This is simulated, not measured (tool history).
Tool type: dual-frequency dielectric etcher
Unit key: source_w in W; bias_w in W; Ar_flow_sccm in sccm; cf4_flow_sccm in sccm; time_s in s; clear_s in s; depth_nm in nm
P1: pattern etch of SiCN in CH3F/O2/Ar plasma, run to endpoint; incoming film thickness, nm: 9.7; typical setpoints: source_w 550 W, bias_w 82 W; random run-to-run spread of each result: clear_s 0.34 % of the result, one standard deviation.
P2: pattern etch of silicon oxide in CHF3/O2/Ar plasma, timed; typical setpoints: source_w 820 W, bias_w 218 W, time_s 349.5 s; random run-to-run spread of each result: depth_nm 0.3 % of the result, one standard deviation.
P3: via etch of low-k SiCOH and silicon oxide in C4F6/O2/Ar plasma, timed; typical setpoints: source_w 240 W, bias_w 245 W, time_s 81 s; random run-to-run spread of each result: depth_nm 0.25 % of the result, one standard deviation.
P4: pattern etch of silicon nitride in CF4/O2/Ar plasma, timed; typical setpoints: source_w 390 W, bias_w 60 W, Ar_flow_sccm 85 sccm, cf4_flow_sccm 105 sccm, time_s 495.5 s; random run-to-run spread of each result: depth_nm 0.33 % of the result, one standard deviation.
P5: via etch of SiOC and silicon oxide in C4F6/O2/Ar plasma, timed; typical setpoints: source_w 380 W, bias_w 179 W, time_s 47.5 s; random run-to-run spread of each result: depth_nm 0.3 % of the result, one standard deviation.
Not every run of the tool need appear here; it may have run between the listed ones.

run   hour  process  source_w  bias_w  Ar_flow_sccm  cf4_flow_sccm  time_s  hours since the last wet clean  hours since the last source power generator calibration  hours since the last bias power generator calibration  clear_s  depth_nm
  1    8.9       P1       550      82                                                                255.6                                                   2439.2                                                  505.9   22.045
  2   15.2       P1       740      61                                                                261.9                                                   2445.5                                                  512.2    21.64
  3   23.8       P4       390      60            85            105   495.5                           270.5                                                   2454.1                                                  520.8              858.4
  4   30.1       P4       390      60            66            105   495.5                           276.8                                                   2460.4                                                  527.1             877.36
  5   39.1       P1       680      99                                                                285.8                                                   2469.4                                                  536.1   18.967
  6   43.6       P1       550      82                                                                290.3                                                   2473.9                                                  540.6   21.975
  7   53.1       P5       380     179                                 47.5                           299.8                                                   2483.4                                                  550.1             52.421
  8   61.6       P5       380     253                                 47.5                           308.3                                                   2491.9                                                  558.6             59.044
  9   67.3       P3       240     245                                 44.5                             314                                                   2497.6                                                  564.3             112.02
 10   73.7       P1       550     107                                                                320.4                                                     2504                                                  570.7   19.875
 11   78.3       P1       550      82                                                                  325                                                   2508.6                                                  575.3   22.005
 12   83.1       P4       520      60            85            105   495.5                           329.8                                                   2513.4                                                  580.1             1091.7
 13   87.7       P2       820     218                                349.5                           334.4                                                     2518                                                  584.7             843.52
 14   93.8       P3       240     245                                   81                           340.5                                                   2524.1                                                  590.8             204.45
 15  103.2       P1       550      82                                                                349.9                                                   2533.5                                                  600.2   21.927
 16  111.3       P5       380     179                                 47.5                             358                                                   2541.6                                                  608.3             52.437
 17  120.4       P4       390      60            85            105   495.5                           367.1                                                   2550.7                                                  617.4              857.1
 18  129.7       P3       180     245                                   81                           376.4                                                     2560                                                  626.7             183.22
 19  134.1       P4       390      77            85            105   495.5                           380.8                                                   2564.4                                                  631.1             944.96
 20  140.9       P2       820     218                                349.5                           387.6                                                   2571.2                                                  637.9             846.94
 21  149.4       P4       390      60            85            105     350                           396.1                                                   2579.7                                                  646.4             606.21
 22  156.9       P4       390      60            85            143   495.5                           403.6                                                   2587.2                                                  653.9             887.93
 23  161.7       P2       820     152                                349.5                           408.4                                                     2592                                                  658.7             750.22
 24  167.4       P1       680      82                                                                414.1                                                   2597.7                                                  664.4   20.188
 25  174.2       P2       820     218                                  484                           420.9                                                   2604.5                                                  671.2             1167.2
 26  180.5       P5       380     179                                   36                           427.2                                                   2610.8                                                  677.5             39.699
 27  186.1       P1       550      82                                                                432.8                                                   2616.4                                                  683.1   21.902
 28  195.2       P1       450      82                                                                441.9                                                   2625.5                                                  692.2   23.739
 29  203.4       P5       270     179                                 47.5                           450.1                                                   2633.7                                                  700.4             46.144
 30  210.1       P3       240     245                                   81                           456.8                                                   2640.4                                                  707.1             202.94
 31  215.7       P1       550      82                                                                462.4                                                     2646                                                  712.7   21.848
 32    223       P1       550      62                                                                469.7                                                   2653.3                                                    720   24.199
 33  232.6       P3       240     327                                   81                           479.3                                                   2662.9                                                  729.6             225.93

The next listed run, before its measurement:
 34  240.8       P2       480     218                                349.5                           487.5                                                   2671.1                                                  737.8                  ?

depth_nm: 690.21 nm

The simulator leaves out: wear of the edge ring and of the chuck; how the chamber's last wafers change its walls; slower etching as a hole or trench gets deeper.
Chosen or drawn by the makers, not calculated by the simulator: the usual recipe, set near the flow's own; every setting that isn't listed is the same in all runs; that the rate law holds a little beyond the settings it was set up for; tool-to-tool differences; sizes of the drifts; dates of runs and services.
